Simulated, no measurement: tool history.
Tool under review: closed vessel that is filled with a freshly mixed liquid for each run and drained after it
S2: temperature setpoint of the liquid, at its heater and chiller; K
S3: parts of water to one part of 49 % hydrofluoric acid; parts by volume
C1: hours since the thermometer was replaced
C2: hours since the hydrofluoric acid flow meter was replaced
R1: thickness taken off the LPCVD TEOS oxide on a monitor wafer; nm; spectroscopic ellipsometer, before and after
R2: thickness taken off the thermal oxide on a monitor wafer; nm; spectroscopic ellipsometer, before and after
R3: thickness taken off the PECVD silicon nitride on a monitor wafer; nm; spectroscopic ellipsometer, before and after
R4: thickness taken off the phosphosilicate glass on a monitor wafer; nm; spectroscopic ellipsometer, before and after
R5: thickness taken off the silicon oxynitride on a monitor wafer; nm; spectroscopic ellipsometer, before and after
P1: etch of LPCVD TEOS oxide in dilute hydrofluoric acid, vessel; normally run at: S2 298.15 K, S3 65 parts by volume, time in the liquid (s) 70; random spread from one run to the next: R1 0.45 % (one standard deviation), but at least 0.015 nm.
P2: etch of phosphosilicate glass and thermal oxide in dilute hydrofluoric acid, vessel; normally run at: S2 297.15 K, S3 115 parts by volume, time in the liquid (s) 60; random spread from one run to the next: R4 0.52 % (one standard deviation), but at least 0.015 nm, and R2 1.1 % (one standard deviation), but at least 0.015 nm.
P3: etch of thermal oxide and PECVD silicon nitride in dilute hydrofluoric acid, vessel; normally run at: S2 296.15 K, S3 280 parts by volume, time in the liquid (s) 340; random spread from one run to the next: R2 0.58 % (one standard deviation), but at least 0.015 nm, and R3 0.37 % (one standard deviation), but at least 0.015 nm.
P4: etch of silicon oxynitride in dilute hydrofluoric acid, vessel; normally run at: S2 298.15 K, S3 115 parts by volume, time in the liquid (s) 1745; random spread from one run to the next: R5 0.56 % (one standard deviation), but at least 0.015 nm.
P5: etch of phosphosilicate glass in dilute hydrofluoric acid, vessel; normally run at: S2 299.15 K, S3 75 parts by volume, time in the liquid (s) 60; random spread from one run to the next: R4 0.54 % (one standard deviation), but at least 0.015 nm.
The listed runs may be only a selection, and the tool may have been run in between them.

Run 1, day 0.629: process that ran P1, S2 298.15 K, S3 65 parts by volume, time in the liquid (s) 70; C1 2000.9; C2 852.5. Result: R1 54.543 nm.
Run 2, day 1.125: process that ran P3, S2 296.15 K, S3 280 parts by volume, time in the liquid (s) 340; C1 2012.8; C2 864.4. Result: R2 4.60520 nm, R3 6.06740 nm.
Run 3, day 1.646: process that ran P5, S2 294.65 K, S3 75 parts by volume, time in the liquid (s) 60; C1 2025.3; C2 876.9. Result: R4 148.510 nm.
Run 4, day 2.150: process that ran P1, S2 298.15 K, S3 65 parts by volume, time in the liquid (s) 100; C1 2037.4; C2 889.0. Result: R1 78.309 nm.
Run 5, day 2.788: process that ran P1, S2 298.15 K, S3 90 parts by volume, time in the liquid (s) 70; C1 2052.7; C2 904.3. Result: R1 38.301 nm.
Run 6, day 3.458: process that ran P4, S2 298.15 K, S3 115 parts by volume, time in the liquid (s) 1745; C1 2068.8; C2 920.4. Result: R5 34.4690 nm.
Run 7, day 3.942: process that ran P4, S2 305.65 K, S3 115 parts by volume, time in the liquid (s) 1745; C1 2080.4; C2 932.0. Result: R5 48.1260 nm.
At day 4.458: thermometer replaced.
Run 8, day 4.688: process that ran P4, S2 298.15 K, S3 115 parts by volume, time in the liquid (s) 1745; C1 5.5; C2 949.9. Result: R5 34.7240 nm.
Run 9, day 5.375: process that ran P1, S2 298.15 K, S3 65 parts by volume, time in the liquid (s) 70; C1 22.0; C2 966.4. Result: R1 54.663 nm.
Run 10, day 5.879: process that ran P3, S2 300.65 K, S3 280 parts by volume, time in the liquid (s) 340; C1 34.1; C2 978.5. Result: R2 5.35740 nm, R3 7.95940 nm.
Run 11, day 6.400: process that ran P1, S2 298.15 K, S3 65 parts by volume, time in the liquid (s) 70; C1 46.6; C2 991.0. Result: R1 54.985 nm.
Run 12, day 6.883: process that ran P4, S2 298.15 K, S3 65 parts by volume, time in the liquid (s) 1745; C1 58.2; C2 1002.6. Result: R5 63.7780 nm.
Run 13, day 7.296: process that ran P1, S2 291.15 K, S3 65 parts by volume, time in the liquid (s) 70; C1 68.1; C2 1012.5. Result: R1 40.753 nm.
Run 14, day 7.825: process that ran P1, S2 298.15 K, S3 65 parts by volume, time in the liquid (s) 70; C1 80.8; C2 1025.2. Result: R1 54.482 nm.
Run 15, day 8.208: process that ran P5, S2 299.15 K, S3 75 parts by volume, time in the liquid (s) 60; C1 90.0; C2 1034.4. Result: R4 178.840 nm.
Run 16, day 8.825: process that ran P1, S2 298.15 K, S3 100 parts by volume, time in the liquid (s) 130; C1 104.8; C2 1049.2. Result: R1 62.791 nm.
Run 17, day 9.242: process that ran P5, S2 299.15 K, S3 75 parts by volume, time in the liquid (s) 60; C1 114.8; C2 1059.2. Result: R4 177.760 nm.
Run 18, day 10.008: process that ran P2, S2 297.15 K, S3 115 parts by volume, time in the liquid (s) 60; C1 133.2; C2 1077.6. Result: R2 2.48480 nm, R4 100.300 nm.
Run 19, day 10.454: process that ran P1, S2 298.15 K, S3 65 parts by volume, time in the liquid (s) 70; C1 143.9; C2 1088.3. Result: R1 54.644 nm.
Run 20, day 10.850: process that ran P5, S2 299.15 K, S3 40 parts by volume, time in the liquid (s) 60; C1 153.4; C2 1097.8. Result: R4 349.070 nm.
Run 21, day 11.508: process that ran P3, S2 296.15 K, S3 280 parts by volume, time in the liquid (s) 30; C1 169.2; C2 1113.6. Result: R2 0.41042 nm, R3 0.52257 nm.
Run 22, day 12.133: process that ran P1, S2 306.15 K, S3 65 parts by volume, time in the liquid (s) 70; C1 184.2; C2 1128.6. Result: R1 75.042 nm.
At day 12.229: hydrofluoric acid flow meter replaced.
Run 23, day 12.788: process that ran P2, S2 297.15 K, S3 115 parts by volume, time in the liquid (s) 30; C1 199.9; C2 13.5. Result: R2 1.24040 nm, R4 50.025 nm.
Run 24, day 13.488: process that ran P4, S2 298.15 K, S3 115 parts by volume, time in the liquid (s) 45; C1 216.7; C2 30.3. Result: R5 0.8812 nm.
Run 25, day 14.088: process that ran P3, S2 296.15 K, S3 280 parts by volume, time in the liquid (s) 340; C1 231.1; C2 44.7. Result: R2 4.59890 nm, R3 6.06730 nm.
Run 26, day 14.688: process that ran P3, S2 296.15 K, S3 410 parts by volume, time in the liquid (s) 340; C1 245.5; C2 59.1. Result: R2 2.79540 nm, R3 4.16340 nm.
Run 27, day 15.096: process that ran P1, S2 298.15 K, S3 65 parts by volume, time in the liquid (s) 30; C1 255.3; C2 68.9. Result: R1 23.372 nm.
Run 28, day 15.525: process that ran P2, S2 302.15 K, S3 115 parts by volume, time in the liquid (s) 60; C1 265.6; C2 79.2. Result: R2 3.05930 nm, R4 122.480 nm.
Run 29, day 16.246: process that ran P5, S2 299.15 K, S3 75 parts by volume, time in the liquid (s) 90; C1 282.9; C2 96.5. Result: R4 265.760 nm.
Run 30, day 16.858: process that ran P2, S2 297.15 K, S3 55 parts by volume, time in the liquid (s) 60; C1 297.6; C2 111.2. Result: R2 5.55610 nm, R4 227.780 nm.
Run 31, day 17.338: process that ran P1, S2 298.15 K, S3 65 parts by volume, time in the liquid (s) 70; C1 309.1; C2 122.7. Result: R1 54.543 nm.
Run 32, day 18.038: process that ran P1, S2 298.15 K, S3 25 parts by volume, time in the liquid (s) 70; C1 325.9; C2 139.5. Result: R1 150.410 nm.
Run 33, day 18.538: process that ran P2, S2 297.15 K, S3 115 parts by volume, time in the liquid (s) 60; C1 337.9; C2 151.5. Result: R2 2.50590 nm, R4 101.020 nm.
Run 34, day 19.017: process that ran P1, S2 298.15 K, S3 65 parts by volume, time in the liquid (s) 70; C1 349.4; C2 163.0. Result: R1 54.850 nm.
Run 35, day 19.721: process that ran P1, S2 298.15 K, S3 65 parts by volume, time in the liquid (s) 70; C1 366.3; C2 179.9. Result: R1 56.427 nm.
Run 36, day 20.062: process that ran P1, S2 298.15 K, S3 65 parts by volume, time in the liquid (s) 70; C1 374.5; C2 188.1. Result: R1 57.355 nm.
Run 37, day 20.567: process that ran P1, S2 298.15 K, S3 65 parts by volume, time in the liquid (s) 70; C1 386.6; C2 200.2. Result: R1 58.402 nm.
Run 38, day 20.958: process that ran P1, S2 298.15 K, S3 65 parts by volume, time in the liquid (s) 70; C1 396.0; C2 209.6. Result: R1 58.909 nm.
Run 39, day 21.608: process that ran P1, S2 298.15 K, S3 65 parts by volume, time in the liquid (s) 70; C1 411.6; C2 225.2. Result: R1 58.429 nm.
Run 40, day 22.108: process that ran P1, S2 298.15 K, S3 65 parts by volume, time in the liquid (s) 70; C1 423.6; C2 237.2. Result: R1 59.140 nm.
Run 41, day 22.746: process that ran P1, S2 298.15 K, S3 65 parts by volume, time in the liquid (s) 70; C1 438.9; C2 252.5. Result: R1 59.755 nm.
Run 42, day 23.179: process that ran P1, S2 298.15 K, S3 65 parts by volume, time in the liquid (s) 70; C1 449.3; C2 262.9. Result: R1 59.519 nm.
Run 43, day 23.642: process that ran P1, S2 298.15 K, S3 65 parts by volume, time in the liquid (s) 70; C1 460.4; C2 274.0. Result: R1 59.199 nm.
Run 44, day 24.150: process that ran P1, S2 298.15 K, S3 65 parts by volume, time in the liquid (s) 70; C1 472.6; C2 286.2. Result: R1 60.283 nm.
Run 45, day 24.496: process that ran P1, S2 298.15 K, S3 65 parts by volume, time in the liquid (s) 70; C1 480.9; C2 294.5. Result: R1 59.569 nm.

Something has made what P1 gives creep away from where it was; the 2 causes below, each at its own stated size, fit the log equally well:
A: liquid hotter than its thermometer reads (K) = 2.3
B: hydrofluoric acid flow above the setpoint (%) = 8.85
The process output started creeping at around day 19.017.

Question marks stand in for the results of the 4 check runs listed below, each run on one wafer. Under which run would the listed causes show clearly different results?
Run check 1, day 24.842: process that ran P5, S2 299.15 K, S3 75 parts by volume, time in the liquid (s) 60. Result: R4 ?.
Run check 2, day 24.842: process that ran P4, S2 298.15 K, S3 115 parts by volume, time in the liquid (s) 1745. Result: R5 ?.
Run check 3, day 24.842: process that ran P2, S2 297.15 K, S3 115 parts by volume, time in the liquid (s) 60. Result: R2 ?, R4 ?.
Run check 4, day 24.842: process that ran P3, S2 296.15 K, S3 280 parts by volume, time in the liquid (s) 340. Result: R2 ?, R3 ?.

What every check run would give for each of its results, assuming each possible cause in turn:
  check  result     if A     if B
check 1      R4  194.860  195.390
check 2      R5  38.3940  37.9040
check 3      R2  2.71940  2.73840
check 3      R4  110.280  111.050
check 4      R2  4.98140  5.11490
check 4      R3  6.98570  6.59490
Distance between the nearest two causes, measured in the result of the check that separates them most: check 1 0.27 %; check 2 1.28 %; check 3 0.69 %; check 4 5.76 %
The causes can be told apart only by check 4. The other checks would give nearly the same results under each of them.

Running check 4 produced the following: R2 5.15020 nm; R3 6.57520 nm. Which one of the listed causes fits?

B is the cause: hydrofluoric acid flow above the setpoint (%).
